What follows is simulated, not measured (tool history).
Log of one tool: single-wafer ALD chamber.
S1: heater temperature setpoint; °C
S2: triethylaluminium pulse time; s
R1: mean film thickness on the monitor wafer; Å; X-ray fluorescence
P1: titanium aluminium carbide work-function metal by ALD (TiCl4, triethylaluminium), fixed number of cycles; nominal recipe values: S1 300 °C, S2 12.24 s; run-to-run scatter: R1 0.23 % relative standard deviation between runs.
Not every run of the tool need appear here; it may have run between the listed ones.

Run 1, hour 7.9: S1 300 °C, S2 12.24 s. Result: R1 20.279 Å.
Run 2, hour 17.2: S1 300 °C, S2 17.25 s. Result: R1 20.472 Å.
Run 3, hour 32.4: S1 300 °C, S2 12.24 s. Result: R1 20.290 Å.
At hour 39.2: triethylaluminium bottle replaced.
Run 4, hour 41.0: S1 323 °C, S2 12.24 s. Result: R1 22.307 Å.
Run 5, hour 54.9: S1 300 °C, S2 12.24 s. Result: R1 20.221 Å.
Run 6, hour 66.0: S1 300 °C, S2 6.95 s. Result: R1 18.702 Å.
Run 7, hour 76.8: S1 300 °C, S2 12.24 s. Result: R1 20.218 Å.
Run 8, hour 86.4: S1 300 °C, S2 12.24 s. Result: R1 20.275 Å.
Run 9, hour 98.7: S1 323 °C, S2 4.60 s. Result: R1 17.902 Å.
Run 10, hour 113.8: S1 277 °C, S2 12.24 s. Result: R1 18.236 Å.
Run 11, hour 122.8: S1 300 °C, S2 12.24 s. Result: R1 20.299 Å.
Run 12, hour 130.8: S1 300 °C, S2 12.24 s. Result: R1 20.250 Å.
Run 13, hour 138.7: S1 300 °C, S2 12.24 s. Result: R1 20.035 Å.
Run 14, hour 154.1: S1 300 °C, S2 12.24 s. Result: R1 19.781 Å.
Run 15, hour 161.3: S1 300 °C, S2 12.24 s. Result: R1 19.800 Å.
Run 16, hour 168.2: S1 300 °C, S2 12.24 s. Result: R1 19.795 Å.
Run 17, hour 183.7: S1 300 °C, S2 12.24 s. Result: R1 19.763 Å.
Run 18, hour 193.5: S1 300 °C, S2 12.24 s. Result: R1 19.753 Å.

The log shows P1 creeping away from where it was. Any of the 2 causes listed here, at the size stated for it, fits the log just as well as the others:
A: wafer temperature below the value expected at the setpoint (K) = 5.78
B: triethylaluminium dose below that of a fresh bottle (%) = 23.4
The drift started at roughly hour 130.8.

Listed below are the offered check runs, one wafer per run, with question marks in place of results. For which of them would the causes give clearly different outcomes?
Run check 1, hour 203.3: S1 281 °C, S2 12.24 s. Result: R1 ?.
Run check 2, hour 203.3: S1 315 °C, S2 12.24 s. Result: R1 ?.
Run check 3, hour 203.3: S1 323 °C, S2 12.24 s. Result: R1 ?.
Run check 4, hour 203.3: S1 300 °C, S2 8.02 s. Result: R1 ?.

Expected result of each check under each candidate cause:
  check  result    if A    if B
check 1      R1  18.100  18.131
check 2      R1  21.071  21.042
check 3      R1  21.782  21.739
check 4      R1  18.781  18.086
Separation of the two closest causes in each check, using whichever result separates them best: check 1 0.17 %; check 2 0.14 %; check 3 0.2 %; check 4 3.77 %
Only check 4 tells the causes apart: in the others they would give nearly the same result.

Here is what check 4 returned: R1 18.691 Å. Which cause is it?

The cause is A: wafer temperature below the value expected at the setpoint (K).
